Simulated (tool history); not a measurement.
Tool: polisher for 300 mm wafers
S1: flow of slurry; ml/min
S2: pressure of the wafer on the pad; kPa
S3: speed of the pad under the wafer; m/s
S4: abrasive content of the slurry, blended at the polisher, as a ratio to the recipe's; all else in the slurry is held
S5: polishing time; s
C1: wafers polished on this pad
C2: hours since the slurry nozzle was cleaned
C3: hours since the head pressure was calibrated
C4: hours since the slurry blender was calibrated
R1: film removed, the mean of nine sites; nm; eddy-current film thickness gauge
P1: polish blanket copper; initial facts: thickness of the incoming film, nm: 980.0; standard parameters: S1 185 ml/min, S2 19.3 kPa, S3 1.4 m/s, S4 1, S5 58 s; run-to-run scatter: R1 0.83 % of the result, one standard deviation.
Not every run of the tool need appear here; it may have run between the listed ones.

run 1 day=0.2 | S1=185 S2=19.3 S3=1.4 S4=1 S5=58 | C1=497 C2=288.7 C3=313 C4=225.6 | R1=246.81
run 2 day=0.475 | S1=185 S2=19.3 S3=1.4 S4=1 S5=76 | C1=562 C2=295.3 C3=319.6 C4=232.2 | R1=320.11
run 3 day=0.733 | S1=185 S2=12.4 S3=1.4 S4=1 S5=58 | C1=622 C2=301.5 C3=325.8 C4=238.4 | R1=159.87
run 4 day=0.938 | S1=185 S2=19.3 S3=1.4 S4=1 S5=37 | C1=670 C2=306.4 C3=330.7 C4=243.3 | R1=156.52
run 5 day=1.108 | S1=265 S2=19.3 S3=1.4 S4=1 S5=58 | C1=711 C2=310.5 C3=334.8 C4=247.4 | R1=258.32
run 6 day=1.338 | S1=185 S2=19.3 S3=1.4 S4=1 S5=58 | C1=765 C2=316 C3=340.3 C4=252.9 | R1=246.8
run 7 day=1.492 | S1=185 S2=19.3 S3=1.4 S4=1.25 S5=58 | C1=801 C2=319.7 C3=344 C4=256.6 | R1=265.2
run 8 day=1.621 | S1=185 S2=28.3 S3=1.4 S4=1 S5=89 | C1=831 C2=322.8 C3=347.1 C4=259.7 | R1=558.38
run 9 day=1.804 | S1=185 S2=19.3 S3=1.4 S4=1 S5=58 | C1=874 C2=327.2 C3=351.5 C4=264.1 | R1=249.46
run 10 day=2.071 | S1=185 S2=19.3 S3=1.4 S4=1 S5=58 | C1=937 C2=333.6 C3=357.9 C4=270.5 | R1=246.11
run 11 day=2.329 | S1=185 S2=19.3 S3=0.88 S4=1 S5=58 | C1=998 C2=339.8 C3=364.1 C4=276.7 | R1=156.75
run 12 day=2.612 | S1=185 S2=13.1 S3=1.76 S4=1 S5=58 | C1=1065 C2=346.6 C3=370.9 C4=283.5 | R1=214.21
run 13 day=2.85 | S1=185 S2=19.3 S3=1.4 S4=0.55 S5=58 | C1=1121 C2=352.3 C3=376.6 C4=289.2 | R1=219.44
run 14 day=3.083 | S1=185 S2=19.3 S3=1.4 S4=1 S5=58 | C1=1176 C2=357.9 C3=382.2 C4=294.8 | R1=244.51
run 15 day=3.338 | S1=255 S2=19.3 S3=1.4 S4=1 S5=72 | C1=1236 C2=364 C3=388.3 C4=300.9 | R1=323.49
run 16 day=3.567 | S1=185 S2=19.3 S3=2.1 S4=1 S5=58 | C1=1289 C2=369.5 C3=393.8 C4=306.4 | R1=372.53
run 17 day=3.821 | S1=110 S2=19.3 S3=1.4 S4=1 S5=58 | C1=1349 C2=375.6 C3=399.9 C4=312.5 | R1=225.89
run 18 day=3.971 | S1=185 S2=24.1 S3=1.4 S4=1 S5=58 | C1=1385 C2=379.2 C3=403.5 C4=316.1 | R1=313.54
run 19 day=4.146 | S1=185 S2=19.3 S3=1.4 S4=1 S5=58 | C1=1426 C2=383.4 C3=407.7 C4=320.3 | R1=246.32
run 20 day=4.371 | S1=185 S2=19.3 S3=1.4 S4=1 S5=58 | C1=1479 C2=388.8 C3=413.1 C4=325.7 | R1=241
run 21 day=4.579 | S1=185 S2=19.3 S3=1.4 S4=1 S5=58 | C1=1528 C2=393.8 C3=418.1 C4=330.7 | R1=237.3

Run 22 is up next; what results do you expect?
run 22 day=4.867 | S1=185 S2=19.3 S3=1.4 S4=1 S5=58 | C1=1596 C2=400.7 C3=425 C4=337.6 | R1=?

Run 22 came out at R1 235.21 nm.

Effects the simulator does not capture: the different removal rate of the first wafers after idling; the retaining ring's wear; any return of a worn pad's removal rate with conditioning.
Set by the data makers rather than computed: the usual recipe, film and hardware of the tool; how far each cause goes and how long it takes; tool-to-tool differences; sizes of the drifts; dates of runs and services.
